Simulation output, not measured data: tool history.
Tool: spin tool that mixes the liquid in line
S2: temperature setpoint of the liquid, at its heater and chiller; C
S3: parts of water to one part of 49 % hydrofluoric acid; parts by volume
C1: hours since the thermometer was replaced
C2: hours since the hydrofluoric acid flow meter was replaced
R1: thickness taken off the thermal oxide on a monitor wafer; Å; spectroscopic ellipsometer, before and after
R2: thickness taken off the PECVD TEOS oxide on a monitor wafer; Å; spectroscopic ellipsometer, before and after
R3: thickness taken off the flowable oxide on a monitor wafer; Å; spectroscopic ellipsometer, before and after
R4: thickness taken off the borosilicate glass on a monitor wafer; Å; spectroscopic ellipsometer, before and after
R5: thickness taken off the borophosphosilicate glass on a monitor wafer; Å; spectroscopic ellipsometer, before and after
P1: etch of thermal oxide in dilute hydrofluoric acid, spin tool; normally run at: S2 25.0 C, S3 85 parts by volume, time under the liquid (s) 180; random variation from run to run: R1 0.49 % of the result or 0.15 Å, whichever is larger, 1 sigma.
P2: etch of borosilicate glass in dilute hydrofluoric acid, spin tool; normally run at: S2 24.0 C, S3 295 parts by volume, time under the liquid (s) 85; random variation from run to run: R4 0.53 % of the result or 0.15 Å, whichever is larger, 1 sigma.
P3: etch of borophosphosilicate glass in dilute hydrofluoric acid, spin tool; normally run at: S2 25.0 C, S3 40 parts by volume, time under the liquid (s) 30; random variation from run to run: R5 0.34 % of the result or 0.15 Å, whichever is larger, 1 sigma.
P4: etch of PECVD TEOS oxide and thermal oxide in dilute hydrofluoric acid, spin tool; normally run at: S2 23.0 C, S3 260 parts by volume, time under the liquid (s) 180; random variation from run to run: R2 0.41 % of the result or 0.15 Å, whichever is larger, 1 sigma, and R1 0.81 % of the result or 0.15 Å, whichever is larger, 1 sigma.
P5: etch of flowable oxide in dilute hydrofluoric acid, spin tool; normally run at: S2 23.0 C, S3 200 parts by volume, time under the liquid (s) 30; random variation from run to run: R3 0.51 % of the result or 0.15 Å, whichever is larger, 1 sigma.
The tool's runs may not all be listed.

{"run": 1, "hour": 12.6, "process that ran": "P1", "S2": 25.0, "S3": 85, "time under the liquid (s)": 180, "C1": 476.5, "C2": 666.0, "R1": 107.84}
{"run": 2, "hour": 23.6, "process that ran": "P1", "S2": 21.5, "S3": 85, "time under the liquid (s)": 180, "C1": 487.5, "C2": 677.0, "R1": 93.431}
{"run": 3, "hour": 41.0, "process that ran": "P1", "S2": 28.5, "S3": 85, "time under the liquid (s)": 250, "C1": 504.9, "C2": 694.4, "R1": 170.85}
{"run": 4, "hour": 56.4, "process that ran": "P4", "S2": 23.0, "S3": 260, "time under the liquid (s)": 15, "C1": 520.3, "C2": 709.8, "R1": 2.1504, "R2": 4.8609}
{"run": 5, "hour": 68.4, "process that ran": "P1", "S2": 25.0, "S3": 85, "time under the liquid (s)": 180, "C1": 532.3, "C2": 721.8, "R1": 107.14}
{"run": 6, "hour": 77.4, "process that ran": "P5", "S2": 23.0, "S3": 200, "time under the liquid (s)": 30, "C1": 541.3, "C2": 730.8, "R3": 43.703}
{"run": 7, "hour": 93.7, "process that ran": "P1", "S2": 25.0, "S3": 50, "time under the liquid (s)": 290, "C1": 557.6, "C2": 747.1, "R1": 308.29}
{"run": 8, "hour": 101.4, "process that ran": "P5", "S2": 23.0, "S3": 200, "time under the liquid (s)": 55, "C1": 565.3, "C2": 754.8, "R3": 79.651}
{"run": 9, "hour": 113.7, "process that ran": "P2", "S2": 32.0, "S3": 295, "time under the liquid (s)": 85, "C1": 577.6, "C2": 767.1, "R4": 175.29}
{"run": 10, "hour": 122.7, "process that ran": "P3", "S2": 25.0, "S3": 40, "time under the liquid (s)": 30, "C1": 586.6, "C2": 776.1, "R5": 546.19}
{"run": 11, "hour": 139.6, "process that ran": "P2", "S2": 24.0, "S3": 540, "time under the liquid (s)": 85, "C1": 603.5, "C2": 793.0, "R4": 58.95}
{"run": 12, "hour": 156.4, "process that ran": "P3", "S2": 33.5, "S3": 40, "time under the liquid (s)": 30, "C1": 620.3, "C2": 809.8, "R5": 772.13}
{"run": 13, "hour": 166.1, "process that ran": "P1", "S2": 25.0, "S3": 85, "time under the liquid (s)": 65, "C1": 630.0, "C2": 819.5, "R1": 38.656}
{"run": 14, "hour": 173.8, "process that ran": "P2", "S2": 24.0, "S3": 295, "time under the liquid (s)": 85, "C1": 637.7, "C2": 827.2, "R4": 134.28}
{"run": 15, "hour": 187.7, "process that ran": "P1", "S2": 25.0, "S3": 50, "time under the liquid (s)": 180, "C1": 651.6, "C2": 841.1, "R1": 192.57}
{"run": 16, "hour": 204.1, "process that ran": "P5", "S2": 23.0, "S3": 355, "time under the liquid (s)": 30, "C1": 668.0, "C2": 857.5, "R3": 21.18}
{"run": 17, "hour": 216.3, "process that ran": "P1", "S2": 25.0, "S3": 85, "time under the liquid (s)": 180, "C1": 680.2, "C2": 869.7, "R1": 107.55}
{"run": 18, "hour": 233.5, "process that ran": "P3", "S2": 25.0, "S3": 40, "time under the liquid (s)": 30, "C1": 697.4, "C2": 886.9, "R5": 546.83}
{"run": 19, "hour": 250.8, "process that ran": "P1", "S2": 25.0, "S3": 85, "time under the liquid (s)": 180, "C1": 714.7, "C2": 904.2, "R1": 107.47}
{"run": 20, "hour": 266.5, "process that ran": "P2", "S2": 24.0, "S3": 295, "time under the liquid (s)": 15, "C1": 730.4, "C2": 919.9, "R4": 23.578}
{"run": 21, "hour": 276.8, "process that ran": "P4", "S2": 23.0, "S3": 260, "time under the liquid (s)": 180, "C1": 740.7, "C2": 930.2, "R1": 27.265, "R2": 56.081}
{"run": 22, "hour": 290.4, "process that ran": "P1", "S2": 18.5, "S3": 40, "time under the liquid (s)": 180, "C1": 754.3, "C2": 943.8, "R1": 183.6}
{"run": 23, "hour": 302.2, "process that ran": "P3", "S2": 25.0, "S3": 20, "time under the liquid (s)": 30, "C1": 766.1, "C2": 955.6, "R5": 1122.9}
{"run": 24, "hour": 311.1, "process that ran": "P1", "S2": 29.0, "S3": 85, "time under the liquid (s)": 180, "C1": 775.0, "C2": 964.5, "R1": 126.45}
{"run": 25, "hour": 324.1, "process that ran": "P1", "S2": 25.0, "S3": 85, "time under the liquid (s)": 180, "C1": 788.0, "C2": 977.5, "R1": 106.37}
{"run": 26, "hour": 338.6, "process that ran": "P1", "S2": 25.0, "S3": 85, "time under the liquid (s)": 180, "C1": 802.5, "C2": 992.0, "R1": 108.66}
{"run": 27, "hour": 352.7, "process that ran": "P5", "S2": 23.0, "S3": 200, "time under the liquid (s)": 30, "C1": 816.6, "C2": 1006.1, "R3": 43.468}
{"run": 28, "hour": 366.5, "process that ran": "P4", "S2": 17.0, "S3": 260, "time under the liquid (s)": 180, "C1": 830.4, "C2": 1019.9, "R1": 21.23, "R2": 45.214}
{"run": 29, "hour": 379.6, "process that ran": "P4", "S2": 23.0, "S3": 90, "time under the liquid (s)": 180, "C1": 843.5, "C2": 1033.0, "R1": 93.342, "R2": 197.67}
{"run": 30, "hour": 390.8, "process that ran": "P1", "S2": 25.0, "S3": 85, "time under the liquid (s)": 180, "C1": 854.7, "C2": 1044.2, "R1": 106.52}
{"run": 31, "hour": 403.0, "process that ran": "P5", "S2": 18.0, "S3": 200, "time under the liquid (s)": 30, "C1": 866.9, "C2": 1056.4, "R3": 36.515}
{"run": 32, "hour": 420.2, "process that ran": "P1", "S2": 25.0, "S3": 120, "time under the liquid (s)": 180, "C1": 884.1, "C2": 1073.6, "R1": 73.343}
{"run": 33, "hour": 431.3, "process that ran": "P1", "S2": 25.0, "S3": 85, "time under the liquid (s)": 280, "C1": 895.2, "C2": 1084.7, "R1": 166.47}
{"run": 34, "hour": 446.4, "process that ran": "P3", "S2": 25.0, "S3": 40, "time under the liquid (s)": 60, "C1": 910.3, "C2": 1099.8, "R5": 1098.7}
{"run": 35, "hour": 455.2, "process that ran": "P1", "S2": 25.0, "S3": 85, "time under the liquid (s)": 180, "C1": 919.1, "C2": 1108.6, "R1": 107.31}
{"run": 36, "hour": 466.4, "process that ran": "P1", "S2": 25.0, "S3": 85, "time under the liquid (s)": 180, "C1": 930.3, "C2": 1119.8, "R1": 110.36}
{"run": 37, "hour": 478.7, "process that ran": "P1", "S2": 25.0, "S3": 85, "time under the liquid (s)": 180, "C1": 942.6, "C2": 1132.1, "R1": 114.17}
{"run": 38, "hour": 496.3, "process that ran": "P1", "S2": 25.0, "S3": 85, "time under the liquid (s)": 180, "C1": 960.2, "C2": 1149.7, "R1": 116.6}
{"run": 39, "hour": 508.8, "process that ran": "P1", "S2": 25.0, "S3": 85, "time under the liquid (s)": 180, "C1": 972.7, "C2": 1162.2, "R1": 116.99}
{"run": 40, "hour": 524.7, "process that ran": "P1", "S2": 25.0, "S3": 85, "time under the liquid (s)": 180, "C1": 988.6, "C2": 1178.1, "R1": 117.19}
{"run": 41, "hour": 532.6, "process that ran": "P1", "S2": 25.0, "S3": 85, "time under the liquid (s)": 180, "C1": 996.5, "C2": 1186.0, "R1": 117.14}
{"run": 42, "hour": 550.1, "process that ran": "P1", "S2": 25.0, "S3": 85, "time under the liquid (s)": 180, "C1": 1014.0, "C2": 1203.5, "R1": 118.48}

The next listed run, before its measurement:
{"run": 43, "hour": 560.9, "process that ran": "P1", "S2": 25.0, "S3": 85, "time under the liquid (s)": 180, "C1": 1024.8, "C2": 1214.3, "R1": "?"}

{"run 43": {"R1": 117.18}}

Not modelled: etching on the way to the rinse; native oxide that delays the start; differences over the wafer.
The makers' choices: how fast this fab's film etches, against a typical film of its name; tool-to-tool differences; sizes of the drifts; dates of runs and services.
